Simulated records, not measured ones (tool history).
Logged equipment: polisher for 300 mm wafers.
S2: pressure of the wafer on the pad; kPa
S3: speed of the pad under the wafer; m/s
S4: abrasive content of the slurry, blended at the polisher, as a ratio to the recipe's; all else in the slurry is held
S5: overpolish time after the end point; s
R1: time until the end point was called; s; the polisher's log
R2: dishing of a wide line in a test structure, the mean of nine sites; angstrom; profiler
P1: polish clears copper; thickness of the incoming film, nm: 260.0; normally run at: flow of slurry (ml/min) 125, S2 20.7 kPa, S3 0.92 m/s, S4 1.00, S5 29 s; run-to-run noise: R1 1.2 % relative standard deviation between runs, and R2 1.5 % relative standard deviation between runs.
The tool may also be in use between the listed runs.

Run 1, hour 4.6: flow of slurry (ml/min) 125, S2 20.7 kPa, S3 0.92 m/s, S4 1.00, S5 29 s. Result: R1 86.154 s, R2 613.43 angstrom.
Run 2, hour 12.1: flow of slurry (ml/min) 125, S2 13.8 kPa, S3 0.92 m/s, S4 1.00, S5 9 s. Result: R1 127.260 s, R2 145.83 angstrom.
Run 3, hour 20.3: flow of slurry (ml/min) 125, S2 20.7 kPa, S3 0.92 m/s, S4 1.00, S5 29 s. Result: R1 85.027 s, R2 627.51 angstrom.
Run 4, hour 29.4: flow of slurry (ml/min) 125, S2 20.7 kPa, S3 0.92 m/s, S4 0.60, S5 29 s. Result: R1 93.600 s, R2 581.08 angstrom.
Run 5, hour 36.3: flow of slurry (ml/min) 125, S2 20.7 kPa, S3 0.92 m/s, S4 1.00, S5 29 s. Result: R1 83.922 s, R2 608.56 angstrom.
Run 6, hour 40.9: flow of slurry (ml/min) 125, S2 12.4 kPa, S3 0.92 m/s, S4 1.00, S5 9 s. Result: R1 140.160 s, R2 129.29 angstrom.
Run 7, hour 49.4: flow of slurry (ml/min) 125, S2 20.7 kPa, S3 0.92 m/s, S4 1.00, S5 46 s. Result: R1 85.397 s, R2 906.83 angstrom.
Run 8, hour 54.6: flow of slurry (ml/min) 125, S2 20.7 kPa, S3 0.92 m/s, S4 1.45, S5 29 s. Result: R1 79.679 s, R2 652.72 angstrom.
Run 9, hour 60.6: flow of slurry (ml/min) 125, S2 20.7 kPa, S3 0.92 m/s, S4 1.00, S5 9 s. Result: R1 86.324 s, R2 215.23 angstrom.
Run 10, hour 68.0: flow of slurry (ml/min) 180, S2 20.7 kPa, S3 0.92 m/s, S4 1.00, S5 29 s. Result: R1 81.331 s, R2 648.09 angstrom.
Run 11, hour 75.8: flow of slurry (ml/min) 125, S2 20.7 kPa, S3 0.42 m/s, S4 1.00, S5 29 s. Result: R1 187.510 s, R2 304.18 angstrom.
Run 12, hour 81.5: flow of slurry (ml/min) 125, S2 32.4 kPa, S3 0.92 m/s, S4 1.00, S5 29 s. Result: R1 55.362 s, R2 941.87 angstrom.
Run 13, hour 86.7: flow of slurry (ml/min) 125, S2 20.7 kPa, S3 0.92 m/s, S4 1.00, S5 29 s. Result: R1 85.146 s, R2 633.23 angstrom.
Run 14, hour 94.9: flow of slurry (ml/min) 125, S2 11.0 kPa, S3 0.92 m/s, S4 1.00, S5 29 s. Result: R1 159.610 s, R2 343.11 angstrom.
At hour 98.2: head pressure recalibrated.
Run 15, hour 99.0: flow of slurry (ml/min) 80, S2 20.7 kPa, S3 0.92 m/s, S4 1.00, S5 29 s. Result: R1 94.920 s, R2 569.31 angstrom.
Run 16, hour 105.6: flow of slurry (ml/min) 125, S2 20.7 kPa, S3 1.28 m/s, S4 1.00, S5 29 s. Result: R1 61.396 s, R2 801.90 angstrom.
Run 17, hour 111.5: flow of slurry (ml/min) 125, S2 20.7 kPa, S3 0.92 m/s, S4 1.00, S5 29 s. Result: R1 84.946 s, R2 616.70 angstrom.
Run 18, hour 118.0: flow of slurry (ml/min) 125, S2 20.7 kPa, S3 0.92 m/s, S4 1.00, S5 29 s. Result: R1 88.075 s, R2 608.97 angstrom.
Run 19, hour 124.5: flow of slurry (ml/min) 125, S2 20.7 kPa, S3 0.92 m/s, S4 1.00, S5 29 s. Result: R1 88.570 s, R2 599.04 angstrom.
Run 20, hour 132.1: flow of slurry (ml/min) 125, S2 20.7 kPa, S3 0.92 m/s, S4 1.00, S5 29 s. Result: R1 90.585 s, R2 594.60 angstrom.
Run 21, hour 141.1: flow of slurry (ml/min) 125, S2 20.7 kPa, S3 0.92 m/s, S4 1.00, S5 29 s. Result: R1 92.249 s, R2 595.68 angstrom.
At hour 145.5: slurry blender recalibrated.
At hour 145.8: head pressure recalibrated.
Run 22, hour 150.0: flow of slurry (ml/min) 125, S2 20.7 kPa, S3 0.92 m/s, S4 1.00, S5 29 s. Result: R1 93.770 s, R2 579.05 angstrom.
Run 23, hour 156.3: flow of slurry (ml/min) 125, S2 20.7 kPa, S3 0.92 m/s, S4 1.00, S5 29 s. Result: R1 93.544 s, R2 555.06 angstrom.
Run 24, hour 165.3: flow of slurry (ml/min) 125, S2 20.7 kPa, S3 0.92 m/s, S4 1.00, S5 29 s. Result: R1 93.557 s, R2 571.48 angstrom.
Run 25, hour 171.5: flow of slurry (ml/min) 125, S2 20.7 kPa, S3 0.92 m/s, S4 1.00, S5 29 s. Result: R1 95.339 s, R2 585.77 angstrom.
Run 26, hour 177.5: flow of slurry (ml/min) 125, S2 20.7 kPa, S3 0.92 m/s, S4 1.00, S5 29 s. Result: R1 93.819 s, R2 571.96 angstrom.
Run 27, hour 186.5: flow of slurry (ml/min) 125, S2 20.7 kPa, S3 0.92 m/s, S4 1.00, S5 29 s. Result: R1 94.422 s, R2 558.50 angstrom.
Run 28, hour 192.3: flow of slurry (ml/min) 125, S2 20.7 kPa, S3 0.92 m/s, S4 1.00, S5 29 s. Result: R1 94.408 s, R2 568.82 angstrom.

P1 has crept away from where it was. The log is fitted equally well by each of these 2 causes, at the sizes shown:
A: slurry flow missing at the pad, % = 33.6
B: removal rate lost through wear of the pad, % = 9.66
Onset of the creep was near hour 111.5.
Each remaining cause and why it is not a fit:
head's pressure below its setpoint, %: maintenance at hour 145.8, after the shift began, did not return the process to its former output
abrasive missing from the slurry, %: maintenance at hour 145.5, after the shift began, did not return the process to its former output

Which of the check runs below tells the causes apart, meaning the causes would give it clearly different results? Each run uses 5 wafers whose results are averaged, and each result is shown as a question mark.
Run check 1, hour 198.1: flow of slurry (ml/min) 125, S2 11.7 kPa, S3 0.92 m/s, S4 1.25, S5 29 s. Result: R1 ?, R2 ?.
Run check 2, hour 198.1: flow of slurry (ml/min) 125, S2 31.7 kPa, S3 0.92 m/s, S4 1.00, S5 15 s. Result: R1 ?, R2 ?.
Run check 3, hour 198.1: flow of slurry (ml/min) 80, S2 20.7 kPa, S3 0.92 m/s, S4 0.65, S5 29 s. Result: R1 ?, R2 ?.
Run check 4, hour 198.1: flow of slurry (ml/min) 125, S2 20.7 kPa, S3 0.46 m/s, S4 1.45, S5 29 s. Result: R1 ?, R2 ?.

What each check would give under each cause:
  check  result     if A     if B
check 1      R1  159.990  160.000
check 1      R2   350.97   350.94
check 2      R1   62.060   62.065
check 2      R2   476.79   476.76
check 3      R1  122.110  116.520
check 3      R2   460.13   479.32
check 4      R1  175.450  175.460
check 4      R2   332.69   332.67
How far apart the two closest causes lie, in the result that separates them most: check 1 0.01 %; check 2 0.01 %; check 3 4.68 %; check 4 0.01 %
Check 3 distinguishes between the causes, while the remaining checks would return nearly the same result for all of them.

After running check 3, the following was obtained: R1 123.170 s; R2 457.62 angstrom. Which cause does this point to?

Of the candidate causes, it is A: slurry flow missing at the pad, %.
